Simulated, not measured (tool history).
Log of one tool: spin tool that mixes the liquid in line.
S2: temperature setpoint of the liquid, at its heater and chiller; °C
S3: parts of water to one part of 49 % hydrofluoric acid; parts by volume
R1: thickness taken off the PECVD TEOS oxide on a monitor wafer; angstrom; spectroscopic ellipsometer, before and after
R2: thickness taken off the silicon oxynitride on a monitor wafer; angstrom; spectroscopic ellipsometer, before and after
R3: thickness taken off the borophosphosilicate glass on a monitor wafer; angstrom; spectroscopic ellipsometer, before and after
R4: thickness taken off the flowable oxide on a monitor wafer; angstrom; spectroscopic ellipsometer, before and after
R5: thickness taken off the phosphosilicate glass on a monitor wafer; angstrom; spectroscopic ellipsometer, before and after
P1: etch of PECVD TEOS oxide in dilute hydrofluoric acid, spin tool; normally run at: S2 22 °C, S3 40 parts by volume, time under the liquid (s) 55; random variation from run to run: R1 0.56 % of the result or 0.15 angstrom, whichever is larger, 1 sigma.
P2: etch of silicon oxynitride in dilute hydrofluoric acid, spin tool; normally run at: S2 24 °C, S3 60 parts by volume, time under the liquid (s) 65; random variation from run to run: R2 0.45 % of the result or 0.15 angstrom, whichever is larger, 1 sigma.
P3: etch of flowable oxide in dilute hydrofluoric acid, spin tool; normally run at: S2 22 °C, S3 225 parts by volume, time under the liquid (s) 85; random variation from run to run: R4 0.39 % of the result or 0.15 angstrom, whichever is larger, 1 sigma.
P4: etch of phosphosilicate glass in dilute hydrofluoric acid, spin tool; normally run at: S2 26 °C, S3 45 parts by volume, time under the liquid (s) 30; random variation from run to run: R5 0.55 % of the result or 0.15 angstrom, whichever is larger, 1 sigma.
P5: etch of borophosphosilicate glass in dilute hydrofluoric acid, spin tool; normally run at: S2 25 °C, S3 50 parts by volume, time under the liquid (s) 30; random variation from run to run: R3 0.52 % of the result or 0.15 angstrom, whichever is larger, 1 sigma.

{"run": 1, "hour": 11.5, "process that ran": "P1", "S2": 22, "S3": 40, "time under the liquid (s)": 55, "R1": 216.13}
{"run": 2, "hour": 22.1, "process that ran": "P2", "S2": 24, "S3": 35, "time under the liquid (s)": 65, "R2": 85.983}
{"run": 3, "hour": 29.3, "process that ran": "P1", "S2": 22, "S3": 40, "time under the liquid (s)": 55, "R1": 217.23}
{"run": 4, "hour": 39.8, "process that ran": "P1", "S2": 17.5, "S3": 40, "time under the liquid (s)": 55, "R1": 177.21}
{"run": 5, "hour": 52.1, "process that ran": "P5", "S2": 25, "S3": 50, "time under the liquid (s)": 30, "R3": 574.68}
{"run": 6, "hour": 63.7, "process that ran": "P3", "S2": 22, "S3": 225, "time under the liquid (s)": 85, "R4": 80.383}
{"run": 7, "hour": 74.1, "process that ran": "P1", "S2": 22, "S3": 60, "time under the liquid (s)": 55, "R1": 141.28}
{"run": 8, "hour": 81.3, "process that ran": "P1", "S2": 29, "S3": 40, "time under the liquid (s)": 55, "R1": 286.93}
{"run": 9, "hour": 87.2, "process that ran": "P1", "S2": 22, "S3": 40, "time under the liquid (s)": 15, "R1": 58.943}
{"run": 10, "hour": 93.5, "process that ran": "P5", "S2": 25, "S3": 50, "time under the liquid (s)": 15, "R3": 288.18}
{"run": 11, "hour": 100.1, "process that ran": "P2", "S2": 29.5, "S3": 60, "time under the liquid (s)": 65, "R2": 63.028}
{"run": 12, "hour": 108.1, "process that ran": "P3", "S2": 28.5, "S3": 225, "time under the liquid (s)": 85, "R4": 100.84}
{"run": 13, "hour": 120.7, "process that ran": "P1", "S2": 22, "S3": 40, "time under the liquid (s)": 55, "R1": 213.21}
{"run": 14, "hour": 128.3, "process that ran": "P4", "S2": 26, "S3": 45, "time under the liquid (s)": 30, "R5": 1363.8}
{"run": 15, "hour": 136.7, "process that ran": "P5", "S2": 19, "S3": 50, "time under the liquid (s)": 30, "R3": 449.42}
{"run": 16, "hour": 144.2, "process that ran": "P1", "S2": 22, "S3": 40, "time under the liquid (s)": 55, "R1": 213.2}
{"run": 17, "hour": 153.1, "process that ran": "P1", "S2": 22, "S3": 40, "time under the liquid (s)": 55, "R1": 214.18}
{"run": 18, "hour": 162.4, "process that ran": "P4", "S2": 26, "S3": 45, "time under the liquid (s)": 45, "R5": 2034.7}
{"run": 19, "hour": 172.0, "process that ran": "P1", "S2": 22, "S3": 25, "time under the liquid (s)": 55, "R1": 352.05}
{"run": 20, "hour": 180.6, "process that ran": "P4", "S2": 26, "S3": 70, "time under the liquid (s)": 30, "R5": 842.81}
{"run": 21, "hour": 189.6, "process that ran": "P4", "S2": 18, "S3": 45, "time under the liquid (s)": 30, "R5": 962.56}
{"run": 22, "hour": 202.0, "process that ran": "P1", "S2": 17, "S3": 40, "time under the liquid (s)": 80, "R1": 253.8}
{"run": 23, "hour": 211.1, "process that ran": "P3", "S2": 22, "S3": 225, "time under the liquid (s)": 125, "R4": 118.26}
{"run": 24, "hour": 220.0, "process that ran": "P1", "S2": 22, "S3": 40, "time under the liquid (s)": 110, "R1": 431.12}
{"run": 25, "hour": 232.7, "process that ran": "P2", "S2": 24, "S3": 60, "time under the liquid (s)": 65, "R2": 48.72}
{"run": 26, "hour": 240.4, "process that ran": "P5", "S2": 25, "S3": 20, "time under the liquid (s)": 30, "R3": 1491.8}
{"run": 27, "hour": 251.3, "process that ran": "P2", "S2": 24, "S3": 60, "time under the liquid (s)": 15, "R2": 11.028}
{"hour": 254.8, "done": "hydrofluoric acid flow meter replaced"}
{"run": 28, "hour": 259.9, "process that ran": "P3", "S2": 22, "S3": 75, "time under the liquid (s)": 85, "R4": 284.04}
{"run": 29, "hour": 265.9, "process that ran": "P1", "S2": 22, "S3": 40, "time under the liquid (s)": 55, "R1": 213.94}
{"run": 30, "hour": 275.5, "process that ran": "P1", "S2": 27, "S3": 40, "time under the liquid (s)": 95, "R1": 455.68}
{"run": 31, "hour": 286.3, "process that ran": "P2", "S2": 24, "S3": 60, "time under the liquid (s)": 65, "R2": 49.058}
{"run": 32, "hour": 297.1, "process that ran": "P1", "S2": 22, "S3": 40, "time under the liquid (s)": 55, "R1": 215.39}
{"run": 33, "hour": 307.8, "process that ran": "P1", "S2": 22, "S3": 40, "time under the liquid (s)": 55, "R1": 223.86}
{"run": 34, "hour": 316.2, "process that ran": "P1", "S2": 22, "S3": 40, "time under the liquid (s)": 55, "R1": 229.48}
{"run": 35, "hour": 325.4, "process that ran": "P1", "S2": 22, "S3": 40, "time under the liquid (s)": 55, "R1": 234.23}
{"run": 36, "hour": 334.4, "process that ran": "P1", "S2": 22, "S3": 40, "time under the liquid (s)": 55, "R1": 234.33}
{"run": 37, "hour": 346.2, "process that ran": "P1", "S2": 22, "S3": 40, "time under the liquid (s)": 55, "R1": 237.67}
{"run": 38, "hour": 355.6, "process that ran": "P1", "S2": 22, "S3": 40, "time under the liquid (s)": 55, "R1": 238.72}
{"run": 39, "hour": 368.0, "process that ran": "P1", "S2": 22, "S3": 40, "time under the liquid (s)": 55, "R1": 237.08}

What P1 gives has crept away from where it was. These 2 causes fit the log equally well, each at the size given:
A: hydrofluoric acid flow above the setpoint (%) = 9.88
B: liquid hotter than its thermometer reads (K) = 2.37
The creep began at about hour 297.1.

4 check runs are offered, one wafer each, their results left as question marks. Which one tells the causes apart?
{"run": "check 1", "hour": 380.4, "process that ran": "P2", "S2": 29.5, "S3": 60, "time under the liquid (s)": 65, "R2": "?"}
{"run": "check 2", "hour": 380.4, "process that ran": "P5", "S2": 25, "S3": 25, "time under the liquid (s)": 15, "R3": "?"}
{"run": "check 3", "hour": 380.4, "process that ran": "P4", "S2": 26, "S3": 70, "time under the liquid (s)": 30, "R5": "?"}
{"run": "check 4", "hour": 380.4, "process that ran": "P3", "S2": 28, "S3": 225, "time under the liquid (s)": 115, "R4": "?"}

What each check would give under each cause:
check=check_1 result=R2 if_A=69.962 if_B=70.613
check=check_2 result=R3 if_A=654.93 if_B=655.32
check=check_3 result=R5 if_A=932.71 if_B=924.16
check=check_4 result=R4 if_A=150.91 if_B=145.51
How far apart the two closest causes lie, in the result that separates them most: check 1 0.93 %; check 2 0.06 %; check 3 0.92 %; check 4 3.64 %
Check 4 tells the causes apart: in the others they would give nearly the same result.

Check 4 was then run and gave: R4 145.19 angstrom. Which cause is it?

It is B: liquid hotter than its thermometer reads (K).

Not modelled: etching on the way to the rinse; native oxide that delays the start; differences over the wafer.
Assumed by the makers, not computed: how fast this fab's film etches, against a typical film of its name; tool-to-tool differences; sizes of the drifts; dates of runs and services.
